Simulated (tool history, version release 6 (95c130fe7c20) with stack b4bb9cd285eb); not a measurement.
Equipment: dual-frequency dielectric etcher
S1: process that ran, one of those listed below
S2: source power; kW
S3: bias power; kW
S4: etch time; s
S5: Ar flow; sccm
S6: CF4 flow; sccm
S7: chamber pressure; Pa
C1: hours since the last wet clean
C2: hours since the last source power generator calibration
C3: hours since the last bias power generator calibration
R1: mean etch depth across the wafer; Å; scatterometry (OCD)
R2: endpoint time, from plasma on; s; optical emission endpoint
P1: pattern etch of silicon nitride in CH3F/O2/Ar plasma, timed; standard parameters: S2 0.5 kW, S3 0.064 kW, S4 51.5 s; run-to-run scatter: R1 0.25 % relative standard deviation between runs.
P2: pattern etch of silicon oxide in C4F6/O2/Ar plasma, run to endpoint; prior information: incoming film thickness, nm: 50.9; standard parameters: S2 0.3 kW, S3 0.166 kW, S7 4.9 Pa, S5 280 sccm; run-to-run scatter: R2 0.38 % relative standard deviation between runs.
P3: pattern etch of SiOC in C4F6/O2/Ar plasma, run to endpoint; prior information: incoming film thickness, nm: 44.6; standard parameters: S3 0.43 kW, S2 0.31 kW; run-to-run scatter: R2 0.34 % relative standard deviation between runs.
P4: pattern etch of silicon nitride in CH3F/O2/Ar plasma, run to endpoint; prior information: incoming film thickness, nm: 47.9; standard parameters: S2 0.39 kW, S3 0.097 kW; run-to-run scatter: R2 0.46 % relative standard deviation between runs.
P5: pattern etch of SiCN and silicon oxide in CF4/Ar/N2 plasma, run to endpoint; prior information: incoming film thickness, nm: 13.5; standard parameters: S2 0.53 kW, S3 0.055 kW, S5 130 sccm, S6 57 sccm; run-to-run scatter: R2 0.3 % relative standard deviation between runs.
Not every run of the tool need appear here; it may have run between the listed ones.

run	day	S1	S2	S3	S4	S5	S6	S7	C1	C2	C3	R1	R2
1	0.488	P1	0.5	0.064	51.5				357.6	2231	2921.3	389.85	
2	1.004	P1	0.66	0.064	51.5				370	2243.4	2933.7	432.15	
3	1.392	P4	0.39	0.134					379.3	2252.7	2943		54.74
4	1.729	P5	0.53	0.055		85	57		387.4	2260.8	2951.1		14.837
5	2.071	P2	0.3	0.166		375		4.9	395.6	2269	2959.3		18.926
6	2.467	P1	0.62	0.064	76				405.1	2278.5	2968.8	624.14	
7	3.012	P2	0.3	0.166		280		4.9	418.2	2291.6	2981.9		18.414
8	3.35	P2	0.3	0.166		280		4.9	426.3	2299.7	2990		18.314
9	3.888	P5	0.53	0.055		130	35		439.2	2312.6	3002.9		17.545
10	4.329	P1	0.5	0.064	51.5				449.8	2323.2	3013.5	386.98	
11	4.883	P4	0.26	0.097					463.1	2336.5	3026.8		71.913
12	5.3	P2	0.3	0.224		280		4.9	473.1	2346.5	3036.8		16.534
13	5.608	P1	0.5	0.04	51.5				480.5	2353.9	3044.2	337.47	
14	5.996	P1	0.5	0.081	51.5				489.8	2363.2	3053.5	423.35	
15	6.246	P1	0.5	0.064	37.5				495.8	2369.2	3059.5	281.65	
16	6.558	P1	0.4	0.064	51.5				503.3	2376.7	3067	356.95	
17	7.108	P1	0.5	0.064	51.5				516.5	2389.9	3080.2	386.82	
18	7.633	P2	0.2	0.166		280		4.9	529.1	2402.5	3092.8		21.516
19	8.129	P3	0.31	0.43					541	2414.4	3104.7		17.003
20	8.471	P2	0.3	0.166		280		5.9	549.2	2422.6	3112.9		18.769
# day 8.529: wet clean of the chamber
21	8.821	P3	0.19	0.43					7.1	2431	3121.3		20.281
22	9.3	P5	0.53	0.055		130	57		18.6	2442.5	3132.8		15.925

Run 23, settings as shown, results not yet in. Your forecast:
23	9.729	P1	0.5	0.064	76				28.9	2452.8	3143.1	?	

Run 23 came out at R1 573.53 Å.
